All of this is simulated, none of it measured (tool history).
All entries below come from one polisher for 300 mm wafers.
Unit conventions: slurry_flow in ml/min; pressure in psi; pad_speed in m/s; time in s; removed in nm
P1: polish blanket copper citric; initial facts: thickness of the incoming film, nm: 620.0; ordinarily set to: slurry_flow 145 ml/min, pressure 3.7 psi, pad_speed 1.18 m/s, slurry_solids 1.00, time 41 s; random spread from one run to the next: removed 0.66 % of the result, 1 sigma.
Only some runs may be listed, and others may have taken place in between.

run   hour  slurry_flow  pressure  pad_speed  slurry_solids  time  removed
  1    6.7          145       3.7       1.18           1.00    41  113.890
  2   18.0          145       5.1       1.18           1.00    41  155.350
  3   25.1          145       3.7       1.18           1.00    41  115.410
  4   34.9          145       3.7       1.18           1.00    41  114.860
  5   42.7           85       3.7       1.18           1.00    41  100.530
  6   54.8          145       3.7       1.72           1.00    41  163.950
  7   61.9          145       3.7       1.18           1.00    41  114.150
  8   75.8          145       3.7       1.18           0.55    41  100.920
  9   86.1          145       3.7       1.18           1.00    41  112.650
 10   94.7          145       3.7       0.58           1.00    41   56.993
 11  101.6          195       3.7       1.18           1.00    41  119.540
 12  112.6          145       3.7       1.18           1.00    41  114.840
 13  125.5          145       3.7       1.18           1.30    61  179.650
 14  134.3          145       3.7       1.74           1.35    41  177.670
 15  145.5          145       3.7       1.18           1.45    41  121.470
 16  159.2          145       3.7       1.18           1.00    28   77.796
 17  172.2          145       1.7       1.18           1.00    41   53.960
 18  179.2          145       3.7       1.18           1.00    54  150.440
 19  192.6          145       3.7       0.56           1.00    56   74.987
 20  206.3          145       3.7       1.18           1.00    41  112.350
 21  215.3          145       3.7       1.18           1.00    41  110.790
 22  228.1          145       3.7       1.18           1.00    41  108.340
     237.2  -- slurry blender recalibrated
 23  238.5          145       3.7       1.18           1.00    41  106.450
 24  247.7          145       3.7       1.18           1.00    41  106.000
     256.5  -- head pressure recalibrated
 25  260.5          145       3.7       1.18           1.00    41  103.820
 26  268.3          145       3.7       1.18           1.00    41  103.990

The next listed run, before its measurement:
 27  280.3          145       3.7       1.18           1.00    41        ?

Run 27 produced removed 103.220 nm.

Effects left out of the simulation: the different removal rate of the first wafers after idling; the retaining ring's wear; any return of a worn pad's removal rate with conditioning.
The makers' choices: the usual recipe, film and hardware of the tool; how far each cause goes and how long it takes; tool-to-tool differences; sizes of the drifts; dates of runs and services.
